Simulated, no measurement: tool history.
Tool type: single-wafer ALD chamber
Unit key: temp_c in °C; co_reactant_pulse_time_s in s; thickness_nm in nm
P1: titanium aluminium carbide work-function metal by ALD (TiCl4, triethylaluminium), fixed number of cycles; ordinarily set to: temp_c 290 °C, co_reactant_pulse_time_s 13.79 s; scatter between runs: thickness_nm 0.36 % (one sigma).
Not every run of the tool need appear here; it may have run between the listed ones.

run	day	temp_c	co_reactant_pulse_time_s	hours since the last thermocouple change	hours since the last triethylaluminium bottle change	thickness_nm
1	0.479	290	13.79	717.7	236.8	1.9078
2	1.121	271	6.44	733.1	252.2	1.5637
3	1.742	290	21.93	748	267.1	1.9301
4	2.275	290	13.79	760.8	279.9	1.9198
5	2.812	277	13.79	773.7	292.8	1.8164
6	3.267	267	9.32	784.6	303.7	1.6594
7	3.562	290	13.79	791.7	310.8	1.9089
8	3.975	290	13.79	801.6	320.7	1.9127
9	4.492	290	13.79	814	333.1	1.9092
10	5.025	290	13.79	826.8	345.9	1.9109
11	5.471	274	21.27	837.5	356.6	1.783
12	5.779	290	13.79	844.9	364	1.9094

Run 13 comes next. What will it give?
13	6.083	290	6.88	852.2	371.3	?

{"run 13": {"thickness_nm": 1.7414}}

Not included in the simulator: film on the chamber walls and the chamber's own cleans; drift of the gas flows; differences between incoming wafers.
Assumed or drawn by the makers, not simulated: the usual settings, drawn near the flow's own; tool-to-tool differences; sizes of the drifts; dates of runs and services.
